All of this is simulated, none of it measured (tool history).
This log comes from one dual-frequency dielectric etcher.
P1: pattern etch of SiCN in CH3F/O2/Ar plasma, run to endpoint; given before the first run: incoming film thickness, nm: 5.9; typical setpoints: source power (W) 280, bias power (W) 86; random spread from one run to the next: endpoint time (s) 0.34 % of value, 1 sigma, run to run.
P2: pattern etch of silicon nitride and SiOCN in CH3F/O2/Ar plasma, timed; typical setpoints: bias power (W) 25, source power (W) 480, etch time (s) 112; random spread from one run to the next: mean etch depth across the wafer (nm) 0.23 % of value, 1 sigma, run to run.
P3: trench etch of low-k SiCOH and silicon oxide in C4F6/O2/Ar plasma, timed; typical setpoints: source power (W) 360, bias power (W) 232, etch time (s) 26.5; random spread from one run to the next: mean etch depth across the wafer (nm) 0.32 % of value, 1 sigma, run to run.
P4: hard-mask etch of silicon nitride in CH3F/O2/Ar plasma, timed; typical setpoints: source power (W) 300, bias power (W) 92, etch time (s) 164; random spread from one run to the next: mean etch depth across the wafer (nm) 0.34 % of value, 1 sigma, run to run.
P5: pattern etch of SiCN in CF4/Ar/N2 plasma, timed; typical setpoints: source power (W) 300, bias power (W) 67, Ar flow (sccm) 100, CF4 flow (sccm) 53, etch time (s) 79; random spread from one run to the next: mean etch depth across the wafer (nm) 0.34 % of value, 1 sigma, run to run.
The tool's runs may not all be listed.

run   hour  process that ran  source power (W)  bias power (W)  etch time (s)  Ar flow (sccm)  CF4 flow (sccm)  hours since the last wet clean  hours since the last source power generator calibration  hours since the last bias power generator calibration  endpoint time (s)  mean etch depth across the wafer (nm)
  1    7.1                P1               280              86                                                                           233.4                                                    673.6                                                   2449             16.746
  2   12.6                P1               360              86                                                                           238.9                                                    679.1                                                 2454.5             15.228
  3   18.6                P1               230             114                                                                           244.9                                                    685.1                                                 2460.5             16.165
  4   29.8                P2               660              25            112                                                            256.1                                                    696.3                                                 2471.7                                                    18.898
  5   38.1                P5               300              85             79             100               53                           264.4                                                    704.6                                                   2480                                                    48.759
  6   45.6                P1               280              86                                                                           271.9                                                    712.1                                                 2487.5             16.749
  7   52.1                P3               360             232           26.5                                                            278.4                                                    718.6                                                   2494                                                    85.994
  8   62.2                P2               480              25          152.5                                                            288.5                                                    728.7                                                 2504.1                                                    23.092
  9   72.8                P4               300              92          228.5                                                            299.1                                                    739.3                                                 2514.7                                                    155.78
      78.6  -- source power generator calibrated
 10   80.5                P2               480              25            112                                                            306.8                                                        2                                                 2522.4                                                    16.949
 11   85.7                P4               300             126            164                                                              312                                                      7.2                                                 2527.6                                                    127.08
 12   93.1                P5               400              67             79             100               53                           319.4                                                     14.6                                                   2535                                                    57.184
 13  102.5                P5               300              67             79             100               70                           328.8                                                       24                                                 2544.4                                                    46.185
 14  112.7                P2               480              18            112                                                              339                                                     34.2                                                 2554.6                                                    14.637
 15  123.9                P5               300              67             79              65               53                           350.2                                                     45.4                                                 2565.8                                                    47.309
 16  129.7                P3               360             295           26.5                                                              356                                                     51.2                                                 2571.6                                                    93.653
 17    140                P1               280              86                                                                           366.3                                                     61.5                                                 2581.9             16.681
 18  145.7                P5               300              67             79             100               53                             372                                                     67.2                                                 2587.6                                                    44.378
 19  154.5                P1               280              86                                                                           380.8                                                       76                                                 2596.4             16.638
 20  165.6                P1               230             103                                                                           391.9                                                     87.1                                                 2607.5             16.794
 21  172.5                P3               360             232             39                                                            398.8                                                       94                                                 2614.4                                                       126
 22  180.5                P1               280             118                                                                           406.8                                                      102                                                 2622.4             14.823
 23  186.8                P4               300              92            164                                                            413.1                                                    108.3                                                 2628.7                                                    112.07
 24  197.9                P1               280              61                                                                           424.2                                                    119.4                                                 2639.8             18.782
 25  209.3                P4               200              92            164                                                            435.6                                                    130.8                                                 2651.2                                                    95.926
 26  215.9                P3               280             232           26.5                                                            442.2                                                    137.4                                                 2657.8                                                    78.418
 27  221.4                P1               200              86                                                                           447.7                                                    142.9                                                 2663.3             18.845
 28  228.4                P1               280              86                                                                           454.7                                                    149.9                                                 2670.3             16.664
 29  239.6                P5               300              67            107             100               53                           465.9                                                    161.1                                                 2681.5                                                    60.049
 30  249.6                P1               280              86                                                                           475.9                                                    171.1                                                 2691.5             16.792
 31  259.1                P1               280              86                                                                           485.4                                                    180.6                                                   2701             16.658
 32  269.2                P1               280              86                                                                           495.5                                                    190.7                                                 2711.1             16.501
 33  280.5                P1               280              86                                                                           506.8                                                      202                                                 2722.4             16.483

What will run 34 give?
 34  290.2                P1               280              86                                                                           516.5                                                    211.7                                                 2732.1                  ?

Run 34 gave endpoint time (s) 16.405.
